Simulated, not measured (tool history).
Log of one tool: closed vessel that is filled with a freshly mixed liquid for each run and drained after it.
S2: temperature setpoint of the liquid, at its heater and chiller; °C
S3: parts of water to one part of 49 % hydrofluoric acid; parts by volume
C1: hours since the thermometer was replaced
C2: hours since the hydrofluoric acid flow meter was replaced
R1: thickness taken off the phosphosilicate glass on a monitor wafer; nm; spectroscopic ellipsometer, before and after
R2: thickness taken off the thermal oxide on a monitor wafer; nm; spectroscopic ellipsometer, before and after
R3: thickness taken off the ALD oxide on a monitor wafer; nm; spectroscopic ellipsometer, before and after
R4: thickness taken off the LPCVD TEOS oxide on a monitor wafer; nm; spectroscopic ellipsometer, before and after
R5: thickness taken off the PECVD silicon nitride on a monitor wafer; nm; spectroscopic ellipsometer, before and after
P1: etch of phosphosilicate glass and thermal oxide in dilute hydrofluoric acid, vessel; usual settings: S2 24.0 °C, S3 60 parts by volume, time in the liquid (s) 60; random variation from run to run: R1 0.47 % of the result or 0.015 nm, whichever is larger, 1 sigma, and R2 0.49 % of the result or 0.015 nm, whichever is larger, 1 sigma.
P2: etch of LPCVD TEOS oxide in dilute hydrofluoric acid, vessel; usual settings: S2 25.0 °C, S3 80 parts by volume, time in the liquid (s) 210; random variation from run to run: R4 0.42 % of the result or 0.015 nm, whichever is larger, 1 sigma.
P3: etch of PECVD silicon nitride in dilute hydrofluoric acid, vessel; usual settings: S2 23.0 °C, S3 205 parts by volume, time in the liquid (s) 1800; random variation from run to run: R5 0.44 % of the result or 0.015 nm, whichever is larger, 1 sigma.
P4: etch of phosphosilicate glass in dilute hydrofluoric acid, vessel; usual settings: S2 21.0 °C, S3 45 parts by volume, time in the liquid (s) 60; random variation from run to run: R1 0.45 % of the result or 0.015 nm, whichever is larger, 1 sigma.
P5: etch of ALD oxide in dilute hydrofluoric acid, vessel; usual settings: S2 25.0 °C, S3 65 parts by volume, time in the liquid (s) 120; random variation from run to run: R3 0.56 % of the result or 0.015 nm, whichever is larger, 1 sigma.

run 1 hour=7.8 | process_that_ran=P1 S2=24.0 S3=60 time_in_the_liquid_(s)=60 | C1=447.8 C2=583.8 | R1=209.820 R2=4.8427
run 2 hour=11.7 | process_that_ran=P1 S2=32.5 S3=60 time_in_the_liquid_(s)=60 | C1=451.7 C2=587.7 | R1=292.690 R2=6.8153
run 3 hour=18.2 | process_that_ran=P5 S2=25.0 S3=45 time_in_the_liquid_(s)=120 | C1=458.2 C2=594.2 | R3=32.104
run 4 hour=22.5 | process_that_ran=P5 S2=18.5 S3=65 time_in_the_liquid_(s)=120 | C1=462.5 C2=598.5 | R3=16.546
run 5 hour=27.3 | process_that_ran=P1 S2=20.0 S3=35 time_in_the_liquid_(s)=60 | C1=467.3 C2=603.3 | R1=313.830 R2=7.2310
run 6 hour=34.7 | process_that_ran=P4 S2=21.0 S3=45 time_in_the_liquid_(s)=110 | C1=474.7 C2=610.7 | R1=206.360
run 7 hour=42.2 | process_that_ran=P2 S2=33.5 S3=80 time_in_the_liquid_(s)=210 | C1=482.2 C2=618.2 | R4=63.2450
run 8 hour=49.0 | process_that_ran=P3 S2=23.0 S3=205 time_in_the_liquid_(s)=1800 | C1=489.0 C2=625.0 | R5=14.0720
run 9 hour=55.0 | process_that_ran=P2 S2=25.0 S3=80 time_in_the_liquid_(s)=210 | C1=495.0 C2=631.0 | R4=45.6140
run 10 hour=62.1 | process_that_ran=P1 S2=24.0 S3=60 time_in_the_liquid_(s)=60 | C1=502.1 C2=638.1 | R1=208.120 R2=4.8479
run 11 hour=66.7 | process_that_ran=P1 S2=24.0 S3=60 time_in_the_liquid_(s)=115 | C1=506.7 C2=642.7 | R1=399.270 R2=9.2507
run 12 hour=74.7 | process_that_ran=P4 S2=28.0 S3=45 time_in_the_liquid_(s)=60 | C1=514.7 C2=650.7 | R1=149.090
run 13 hour=78.6 | process_that_ran=P1 S2=24.0 S3=60 time_in_the_liquid_(s)=60 | C1=518.6 C2=654.6 | R1=208.560 R2=4.8189
run 14 hour=84.6 | process_that_ran=P3 S2=23.0 S3=345 time_in_the_liquid_(s)=1800 | C1=524.6 C2=660.6 | R5=8.4006
run 15 hour=90.5 | process_that_ran=P2 S2=25.0 S3=20 time_in_the_liquid_(s)=210 | C1=530.5 C2=666.5 | R4=199.3800
run 16 hour=95.3 | process_that_ran=P3 S2=30.0 S3=205 time_in_the_liquid_(s)=1800 | C1=535.3 C2=671.3 | R5=21.8500
run 17 hour=100.6 | process_that_ran=P1 S2=24.0 S3=60 time_in_the_liquid_(s)=60 | C1=540.6 C2=676.6 | R1=210.090 R2=4.8474
run 18 hour=107.5 | process_that_ran=P4 S2=21.0 S3=45 time_in_the_liquid_(s)=60 | C1=547.5 C2=683.5 | R1=112.090
run 19 hour=115.1 | process_that_ran=P1 S2=24.0 S3=60 time_in_the_liquid_(s)=30 | C1=555.1 C2=691.1 | R1=104.830 R2=2.4597
run 20 hour=123.2 | process_that_ran=P2 S2=25.0 S3=80 time_in_the_liquid_(s)=210 | C1=563.2 C2=699.2 | R4=45.7620
run 21 hour=128.3 | process_that_ran=P1 S2=24.0 S3=60 time_in_the_liquid_(s)=60 | C1=568.3 C2=704.3 | R1=208.240 R2=4.8435
run 22 hour=132.9 | process_that_ran=P1 S2=28.0 S3=25 time_in_the_liquid_(s)=60 | C1=572.9 C2=708.9 | R1=616.890 R2=14.3940
run 23 hour=137.6 | process_that_ran=P4 S2=21.0 S3=70 time_in_the_liquid_(s)=60 | C1=577.6 C2=713.6 | R1=69.407
run 24 hour=143.8 | process_that_ran=P5 S2=25.0 S3=65 time_in_the_liquid_(s)=120 | C1=583.8 C2=719.8 | R3=21.275
run 25 hour=149.7 | process_that_ran=P5 S2=25.0 S3=65 time_in_the_liquid_(s)=220 | C1=589.7 C2=725.7 | R3=39.658
run 26 hour=157.3 | process_that_ran=P1 S2=17.0 S3=60 time_in_the_liquid_(s)=60 | C1=597.3 C2=733.3 | R1=157.420 R2=3.6115
run 27 hour=161.7 | process_that_ran=P2 S2=25.0 S3=80 time_in_the_liquid_(s)=30 | C1=601.7 C2=737.7 | R4=6.5578
run 28 hour=168.0 | process_that_ran=P5 S2=25.0 S3=65 time_in_the_liquid_(s)=120 | C1=608.0 C2=744.0 | R3=21.466
run 29 hour=175.8 | process_that_ran=P1 S2=24.0 S3=30 time_in_the_liquid_(s)=60 | C1=615.8 C2=751.8 | R1=431.660 R2=10.1090
run 30 hour=181.9 | process_that_ran=P3 S2=23.0 S3=205 time_in_the_liquid_(s)=190 | C1=621.9 C2=757.9 | R5=1.4792
run 31 hour=189.2 | process_that_ran=P1 S2=24.0 S3=80 time_in_the_liquid_(s)=60 | C1=629.2 C2=765.2 | R1=154.310 R2=3.5627
run 32 hour=196.9 | process_that_ran=P1 S2=24.0 S3=60 time_in_the_liquid_(s)=60 | C1=636.9 C2=772.9 | R1=210.980 R2=4.9048
run 33 hour=202.1 | process_that_ran=P1 S2=24.0 S3=60 time_in_the_liquid_(s)=60 | C1=642.1 C2=778.1 | R1=204.990 R2=4.6751
run 34 hour=206.2 | process_that_ran=P1 S2=24.0 S3=60 time_in_the_liquid_(s)=60 | C1=646.2 C2=782.2 | R1=203.670 R2=4.6524
run 35 hour=214.1 | process_that_ran=P1 S2=24.0 S3=60 time_in_the_liquid_(s)=60 | C1=654.1 C2=790.1 | R1=198.330 R2=4.5962
run 36 hour=218.8 | process_that_ran=P1 S2=24.0 S3=60 time_in_the_liquid_(s)=60 | C1=658.8 C2=794.8 | R1=196.890 R2=4.5306
run 37 hour=225.5 | process_that_ran=P1 S2=24.0 S3=60 time_in_the_liquid_(s)=60 | C1=665.5 C2=801.5 | R1=197.190 R2=4.5103
run 38 hour=231.8 | process_that_ran=P1 S2=24.0 S3=60 time_in_the_liquid_(s)=60 | C1=671.8 C2=807.8 | R1=195.870 R2=4.5429
run 39 hour=236.1 | process_that_ran=P1 S2=24.0 S3=60 time_in_the_liquid_(s)=60 | C1=676.1 C2=812.1 | R1=194.490 R2=4.5521

What P1 gives has crept away from where it was. These 2 causes fit the log equally well, each at the size given:
A: hydrofluoric acid flow below the setpoint (%) = 6.23
B: liquid colder than its thermometer reads (K) = 1.7
The creep began at about hour 196.9.

4 check runs are offered, one wafer each, their results left as question marks. Which one tells the causes apart?
run check 1 hour=240.4 | process_that_ran=P5 S2=18.5 S3=65 time_in_the_liquid_(s)=220 | R3=?
run check 2 hour=240.4 | process_that_ran=P4 S2=28.0 S3=45 time_in_the_liquid_(s)=60 | R1=?
run check 3 hour=240.4 | process_that_ran=P2 S2=25.0 S3=20 time_in_the_liquid_(s)=130 | R4=?
run check 4 hour=240.4 | process_that_ran=P3 S2=27.0 S3=335 time_in_the_liquid_(s)=1800 | R5=?

What each check would give under each cause:
check=check_1 result=R3 if_A=28.173 if_B=28.072
check=check_2 result=R1 if_A=139.830 if_B=139.860
check=check_3 result=R4 if_A=115.1900 if_B=114.5700
check=check_4 result=R5 if_A=10.3850 if_B=10.0250
How far apart the two closest causes lie, in the result that separates them most: check 1 0.36 %; check 2 0.02 %; check 3 0.55 %; check 4 3.53 %
Check 4 tells the causes apart: in the others they would give nearly the same result.

Check 4 was then run and gave: R5 10.3270 nm. Which cause is it?

It is A: hydrofluoric acid flow below the setpoint (%).
